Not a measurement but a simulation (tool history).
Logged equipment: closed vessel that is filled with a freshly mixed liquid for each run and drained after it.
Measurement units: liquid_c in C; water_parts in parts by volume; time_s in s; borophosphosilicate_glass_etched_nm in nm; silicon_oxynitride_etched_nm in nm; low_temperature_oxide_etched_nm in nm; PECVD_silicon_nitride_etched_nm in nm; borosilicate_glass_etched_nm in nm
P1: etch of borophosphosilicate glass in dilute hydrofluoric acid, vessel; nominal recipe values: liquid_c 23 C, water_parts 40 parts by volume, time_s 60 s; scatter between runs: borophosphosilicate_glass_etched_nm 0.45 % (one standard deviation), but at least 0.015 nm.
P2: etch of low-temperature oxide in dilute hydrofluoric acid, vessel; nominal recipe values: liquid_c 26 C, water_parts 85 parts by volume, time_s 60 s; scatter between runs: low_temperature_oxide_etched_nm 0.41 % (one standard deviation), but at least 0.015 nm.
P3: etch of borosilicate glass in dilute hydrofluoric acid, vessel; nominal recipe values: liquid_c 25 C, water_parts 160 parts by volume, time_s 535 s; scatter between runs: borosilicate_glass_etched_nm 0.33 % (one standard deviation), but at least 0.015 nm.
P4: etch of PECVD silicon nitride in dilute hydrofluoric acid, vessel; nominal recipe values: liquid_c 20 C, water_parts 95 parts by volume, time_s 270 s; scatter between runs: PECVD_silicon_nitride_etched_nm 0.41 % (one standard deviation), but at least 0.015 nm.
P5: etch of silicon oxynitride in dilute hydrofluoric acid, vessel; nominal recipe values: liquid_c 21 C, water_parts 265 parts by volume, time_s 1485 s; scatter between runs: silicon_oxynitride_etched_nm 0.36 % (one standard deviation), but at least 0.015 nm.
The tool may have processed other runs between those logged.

run,day,process,liquid_c,water_parts,time_s,borophosphosilicate_glass_etched_nm,silicon_oxynitride_etched_nm,low_temperature_oxide_etched_nm,PECVD_silicon_nitride_etched_nm,borosilicate_glass_etched_nm
1,0.562,P1,23,40,60,79.038,,,,
2,1.058,P5,21,265,155,,0.63586,,,
3,1.325,P2,26,85,30,,,12.562,,
4,1.625,P1,23,20,60,160.350,,,,
5,2.117,P4,17,95,270,,,,4.48670,
6,2.579,P1,23,65,60,47.220,,,,
7,3.154,P1,23,40,30,39.438,,,,
8,3.608,P2,26,85,60,,,25.246,,
9,3.979,P5,21,465,1485,,3.10670,,,
10,4.233,P1,23,40,60,78.778,,,,
11,4.579,P1,23,40,90,118.170,,,,
12,5.096,P1,23,70,95,68.880,,,,
13,5.554,P1,30,40,60,105.170,,,,
14,5.888,P4,20,95,270,,,,5.42650,
15,6.258,P2,26,45,60,,,50.206,,
16,6.788,P4,20,95,270,,,,5.48450,
17,7.229,P1,23,40,60,78.832,,,,
18,7.504,P3,25,160,535,,,,,56.708
19,7.850,P4,20,20,270,,,,24.47400,
20,8.379,P3,33,160,535,,,,,75.832
21,8.817,P5,21,265,1485,,6.12370,,,
22,9.146,P2,33,85,60,,,32.865,,
23,9.654,P1,18,40,60,63.685,,,,
24,10.008,P1,23,40,60,78.988,,,,
25,10.533,P3,25,160,990,,,,,104.710
26,10.917,P3,25,60,535,,,,,169.840
27,11.212,P5,28,265,1485,,8.30970,,,
28,11.508,P4,20,95,50,,,,0.99589,
29,12.050,P1,23,65,30,23.443,,,,
30,12.575,P2,26,85,60,,,25.198,,
31,13.096,P1,23,20,30,81.215,,,,
32,13.654,P1,23,40,60,78.572,,,,
33,14.012,P1,23,40,60,76.859,,,,
34,14.342,P1,23,40,60,75.669,,,,
35,14.625,P1,23,40,60,75.529,,,,
36,15.054,P1,23,40,60,74.959,,,,
37,15.408,P1,23,40,60,74.205,,,,
38,15.742,P1,23,40,60,75.247,,,,
39,16.017,P1,23,40,60,74.121,,,,
40,16.542,P1,23,40,60,74.148,,,,
41,17.042,P1,23,40,60,74.405,,,,
42,17.529,P1,23,40,60,73.286,,,,

What P1 gives has crept away from where it was. These 2 causes fit the log equally well, each at the size given:
A: hydrofluoric acid flow below the setpoint (%) = 5.85
B: liquid colder than its thermometer reads (K) = 1.52
At approximately day 13.654, the process output began to creep.

Which of the check runs below tells the causes apart, meaning the causes would give it clearly different results? Each run uses 2 wafers whose results are averaged, and each result is shown as a question mark.
check 1,18.017,P4,20,95,115,,,,?,
check 2,18.017,P2,26,50,30,,,?,,
check 3,18.017,P5,21,415,290,,?,,,
check 4,18.017,P3,25,80,935,,,,,?

What each check would give under each cause:
check,result,if A,if B
check 1,PECVD_silicon_nitride_etched_nm,2.19610,2.09840
check 2,low_temperature_oxide_etched_nm,21.060,21.118
check 3,silicon_oxynitride_etched_nm,0.65004,0.65710
check 4,borosilicate_glass_etched_nm,203.500,204.670
Minimum pairwise separation of causes per check, each pair taken at its best-separating result: check 1 4.55 %; check 2 0.27 %; check 3 1.08 %; check 4 0.57 %
The causes can be told apart only by check 1. The other checks would give nearly the same results under each of them.

Check 1 was then run and gave: PECVD_silicon_nitride_etched_nm 2.07730 nm. Which cause is it?

The cause is B: liquid colder than its thermometer reads (K).

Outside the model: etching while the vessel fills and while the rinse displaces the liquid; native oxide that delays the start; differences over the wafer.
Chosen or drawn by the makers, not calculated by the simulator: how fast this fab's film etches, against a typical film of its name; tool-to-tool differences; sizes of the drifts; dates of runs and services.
